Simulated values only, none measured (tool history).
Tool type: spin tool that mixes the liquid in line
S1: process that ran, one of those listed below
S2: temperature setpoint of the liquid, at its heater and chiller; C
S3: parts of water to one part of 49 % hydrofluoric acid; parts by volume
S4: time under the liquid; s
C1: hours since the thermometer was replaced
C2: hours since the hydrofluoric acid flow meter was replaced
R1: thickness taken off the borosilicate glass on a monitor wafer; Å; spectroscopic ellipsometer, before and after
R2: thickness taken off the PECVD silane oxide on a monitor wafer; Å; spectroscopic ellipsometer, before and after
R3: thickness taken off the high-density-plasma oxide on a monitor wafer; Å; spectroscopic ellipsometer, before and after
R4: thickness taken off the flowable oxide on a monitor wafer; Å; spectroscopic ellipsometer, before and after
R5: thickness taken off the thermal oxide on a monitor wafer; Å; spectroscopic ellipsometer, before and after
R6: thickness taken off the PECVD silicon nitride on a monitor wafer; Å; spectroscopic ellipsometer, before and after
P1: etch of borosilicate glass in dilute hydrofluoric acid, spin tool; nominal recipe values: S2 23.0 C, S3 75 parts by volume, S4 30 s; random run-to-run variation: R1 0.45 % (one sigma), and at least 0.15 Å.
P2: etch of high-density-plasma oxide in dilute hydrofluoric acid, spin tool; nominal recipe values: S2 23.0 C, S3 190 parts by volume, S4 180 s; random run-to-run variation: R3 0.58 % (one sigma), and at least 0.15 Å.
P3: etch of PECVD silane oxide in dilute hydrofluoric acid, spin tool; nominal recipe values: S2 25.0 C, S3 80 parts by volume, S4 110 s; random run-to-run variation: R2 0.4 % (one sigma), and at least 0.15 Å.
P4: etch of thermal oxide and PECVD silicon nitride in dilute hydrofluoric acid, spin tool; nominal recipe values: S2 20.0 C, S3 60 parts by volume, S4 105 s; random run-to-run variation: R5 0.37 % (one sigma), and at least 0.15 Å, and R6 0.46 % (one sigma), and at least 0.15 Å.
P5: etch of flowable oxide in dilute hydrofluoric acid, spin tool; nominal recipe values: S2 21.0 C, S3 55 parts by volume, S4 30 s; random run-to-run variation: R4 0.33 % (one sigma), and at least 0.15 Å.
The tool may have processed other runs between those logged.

run   hour  S1    S2   S3   S4     C1     C2       R1      R2       R3      R4       R5       R6
  1    6.1  P1  23.0   75   30  180.9  423.8  136.140
  2   18.5  P3  25.0   80  110  193.3  436.2           223.38
  3   24.9  P3  19.0   80  110  199.7  442.6           174.70
  4   34.9  P2  23.0  190  290  209.7  452.6                    85.598
  5   41.7  P5  21.0   90   30  216.5  459.4                            208.84
  6   52.6  P1  23.0   75   30  227.4  470.3  137.160
  7   62.3  P1  23.0   75   30  237.1  480.0  137.510
  8   74.7  P4  20.0   35  105  249.5  492.4                                    137.880  104.980
  9   82.4  P5  17.0   55   30  257.2  500.1                            297.85
 10   94.1  P1  23.0   75   15  268.9  511.8   68.471
 11  104.5  P1  29.5  135   30  279.3  522.2   91.035
 12  111.6  P3  25.0   80  110  286.4  529.3           224.56
 13  120.8  P5  21.0   55   60  295.6  538.5                            712.02
 14  132.0  P2  23.0   50  180  306.8  549.7                   238.420
 15  143.6  P4  20.0   60  105  318.4  561.3                                     78.454   62.405
 16  155.7  P1  29.0   75   30  330.5  573.4  172.790
 17  167.4  P1  23.0   75   30  342.2  585.1  136.480
 18  175.4  P1  28.5  135   30  350.2  593.1   86.611
 19  184.6  P5  21.0   55   30  359.4  602.3                            354.00
 20  191.2  P4  24.5   60  105  366.0  608.9                                     94.497   83.790
 21  197.3  P1  23.0   75   50  372.1  615.0  227.760
 22  209.6  P1  23.0  125   30  384.4  627.3   77.805
 23  221.6  P1  17.0   75   30  396.4  639.3  106.620
 24  231.0  P1  23.0   45   30  405.8  648.7  235.890
 25  240.8  P3  25.0   80  180  415.6  658.5           364.71
 26  247.3  P4  20.0   60   50  422.1  665.0                                     36.945   29.775
 27  256.3  P3  25.0  130  110  431.1  674.0           128.43
 28  264.9  P1  23.0   75   30  439.7  682.6  137.840
 29  272.9  P1  23.0   75   30  447.7  690.6  136.910
 30  283.5  P2  23.0  190  180  458.3  701.2                    52.941
 31  296.8  P5  21.0   55   30  471.6  714.5                            355.26
 32  307.3  P2  27.5  190  180  482.1  725.0                    63.479
 33  316.0  P1  23.0   75   30  490.8  733.7  138.320
 34  324.7  P1  23.0   75   30  499.5  742.4  140.820
 35  337.0  P1  23.0   75   30  511.8  754.7  144.240
 36  343.5  P1  23.0   75   30  518.3  761.2  144.050
 37  349.8  P1  23.0   75   30  524.6  767.5  145.080
 38  356.3  P1  23.0   75   30  531.1  774.0  145.060
 39  366.8  P1  23.0   75   30  541.6  784.5  146.090
 40  375.5  P1  23.0   75   30  550.3  793.2  146.630

Compared with where it was, what P1 gives has crept away. Each cause listed below fits the log as well as the rest, at the size given for it:
A: hydrofluoric acid flow above the setpoint (%) = 6.24
B: liquid hotter than its thermometer reads (K) = 1.64
The onset of the drift is placed at about hour 316.0.

The check runs listed below each take one wafer, and their results are still question marks. Under which run would the listed causes lead to clearly different results?
check 1  384.2  P2  23.0  190  180                   ?
check 2  384.2  P4  20.0   60  105                           ?   ?
check 3  384.2  P5  21.0   55   30                       ?
check 4  384.2  P3  25.0   80  110               ?

Outcome of each check run for each possible cause:
  check  result    if A    if B
check 1      R3  57.270  56.625
check 2      R5  83.449  83.790
check 2      R6  65.978  69.629
check 3      R4  378.18  379.67
check 4      R2  238.64  238.22
Smallest distance between any two causes, each pair judged by its most separating result, in per cent: check 1 1.13 %; check 2 5.39 %; check 3 0.39 %; check 4 0.18 %
Only in check 2 would the causes give clearly different results; in the remaining checks their results would be nearly the same.

Check 2 was then run and gave: R5 83.876 Å; R6 66.543 Å. Which cause is it?

It is A: hydrofluoric acid flow above the setpoint (%).

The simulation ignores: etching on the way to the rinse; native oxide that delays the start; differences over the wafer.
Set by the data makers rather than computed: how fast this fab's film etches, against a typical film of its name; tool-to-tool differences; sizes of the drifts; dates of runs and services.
